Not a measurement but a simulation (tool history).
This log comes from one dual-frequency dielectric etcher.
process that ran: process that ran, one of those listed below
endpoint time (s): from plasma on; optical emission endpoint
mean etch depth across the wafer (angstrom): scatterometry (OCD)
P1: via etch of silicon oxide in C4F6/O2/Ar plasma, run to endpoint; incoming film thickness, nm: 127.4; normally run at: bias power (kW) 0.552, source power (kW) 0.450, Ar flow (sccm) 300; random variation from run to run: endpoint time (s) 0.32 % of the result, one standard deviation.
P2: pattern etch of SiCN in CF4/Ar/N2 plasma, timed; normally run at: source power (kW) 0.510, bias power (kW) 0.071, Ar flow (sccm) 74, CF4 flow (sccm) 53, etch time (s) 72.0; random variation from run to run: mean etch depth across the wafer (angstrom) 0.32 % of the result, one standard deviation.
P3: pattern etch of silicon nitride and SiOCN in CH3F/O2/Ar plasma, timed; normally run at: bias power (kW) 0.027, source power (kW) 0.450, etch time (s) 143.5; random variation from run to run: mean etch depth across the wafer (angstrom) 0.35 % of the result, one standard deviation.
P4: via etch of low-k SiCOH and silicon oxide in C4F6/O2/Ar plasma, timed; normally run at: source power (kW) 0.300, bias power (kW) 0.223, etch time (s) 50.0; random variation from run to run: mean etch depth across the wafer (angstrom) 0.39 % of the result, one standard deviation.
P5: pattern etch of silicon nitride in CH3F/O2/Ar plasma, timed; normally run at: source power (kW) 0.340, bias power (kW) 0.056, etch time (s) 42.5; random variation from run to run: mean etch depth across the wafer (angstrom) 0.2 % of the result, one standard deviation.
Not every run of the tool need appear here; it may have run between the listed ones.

| run | hour | process that ran | bias power (kW) | source power (kW) | Ar flow (sccm) | etch time (s) | CF4 flow (sccm) | endpoint time (s) | mean etch depth across the wafer (angstrom) |
|---|---|---|---|---|---|---|---|---|---|
| 1 | 11.8 | P1 | 0.552 | 0.450 | 300 |  |  | 25.162 |  |
| 2 | 17.8 | P1 | 0.552 | 0.450 | 300 |  |  | 25.028 |  |
| 3 | 26.0 | P5 | 0.056 | 0.340 |  | 42.5 |  |  | 256.99 |
| 4 | 34.3 | P2 | 0.071 | 0.510 | 58 | 72.0 | 53 |  | 731.05 |
| 5 | 42.4 | P3 | 0.027 | 0.450 |  | 143.5 |  |  | 229.86 |
| 6 | 51.5 | P1 | 0.708 | 0.450 | 300 |  |  | 22.905 |  |
| 7 | 57.1 | P1 | 0.552 | 0.330 | 300 |  |  | 28.256 |  |
| 8 | 64.9 | P3 | 0.019 | 0.450 |  | 143.5 |  |  | 195.43 |
| 9 | 76.9 | P1 | 0.552 | 0.450 | 300 |  |  | 25.264 |  |
| 10 | 88.1 | P1 | 0.552 | 0.450 | 189 |  |  | 23.790 |  |
|  | 96.8 | bias power generator calibrated |
| 11 | 99.7 | P2 | 0.091 | 0.510 | 74 | 72.0 | 53 |  | 770.85 |
| 12 | 110.2 | P3 | 0.027 | 0.320 |  | 143.5 |  |  | 203.49 |
| 13 | 121.5 | P1 | 0.552 | 0.450 | 300 |  |  | 25.179 |  |
| 14 | 129.0 | P2 | 0.071 | 0.300 | 74 | 72.0 | 53 |  | 442.96 |
| 15 | 137.5 | P2 | 0.071 | 0.510 | 74 | 72.0 | 53 |  | 706.91 |
| 16 | 145.0 | P1 | 0.644 | 0.450 | 412 |  |  | 24.447 |  |
| 17 | 155.5 | P4 | 0.266 | 0.300 |  | 50.0 |  |  | 1408.90 |
| 18 | 162.1 | P4 | 0.223 | 0.200 |  | 50.0 |  |  | 1129.50 |
| 19 | 172.4 | P1 | 0.431 | 0.450 | 300 |  |  | 27.554 |  |
| 20 | 183.3 | P2 | 0.071 | 0.510 | 74 | 104.0 | 53 |  | 1025.00 |
| 21 | 192.1 | P4 | 0.223 | 0.300 |  | 35.0 |  |  | 925.62 |
| 22 | 197.9 | P1 | 0.432 | 0.310 | 300 |  |  | 31.599 |  |
| 23 | 205.8 | P1 | 0.552 | 0.450 | 415 |  |  | 25.990 |  |
| 24 | 211.6 | P2 | 0.071 | 0.510 | 74 | 72.0 | 75 |  | 741.74 |
| 25 | 221.3 | P3 | 0.027 | 0.450 |  | 143.5 |  |  | 227.88 |
| 26 | 232.7 | P5 | 0.056 | 0.340 |  | 42.5 |  |  | 256.42 |
|  | 238.8 | Ar flow controller replaced |
| 27 | 243.3 | P5 | 0.056 | 0.420 |  | 42.5 |  |  | 279.79 |
| 28 | 252.4 | P1 | 0.552 | 0.450 | 300 |  |  | 25.063 |  |
| 29 | 260.4 | P4 | 0.223 | 0.300 |  | 50.0 |  |  | 1308.50 |
| 30 | 269.5 | P5 | 0.056 | 0.340 |  | 26.5 |  |  | 160.30 |

Predict the results of run 31:
| 31 | 275.2 | P1 | 0.552 | 0.560 | 300 |  |  | ? |  |

endpoint time (s): 23.203

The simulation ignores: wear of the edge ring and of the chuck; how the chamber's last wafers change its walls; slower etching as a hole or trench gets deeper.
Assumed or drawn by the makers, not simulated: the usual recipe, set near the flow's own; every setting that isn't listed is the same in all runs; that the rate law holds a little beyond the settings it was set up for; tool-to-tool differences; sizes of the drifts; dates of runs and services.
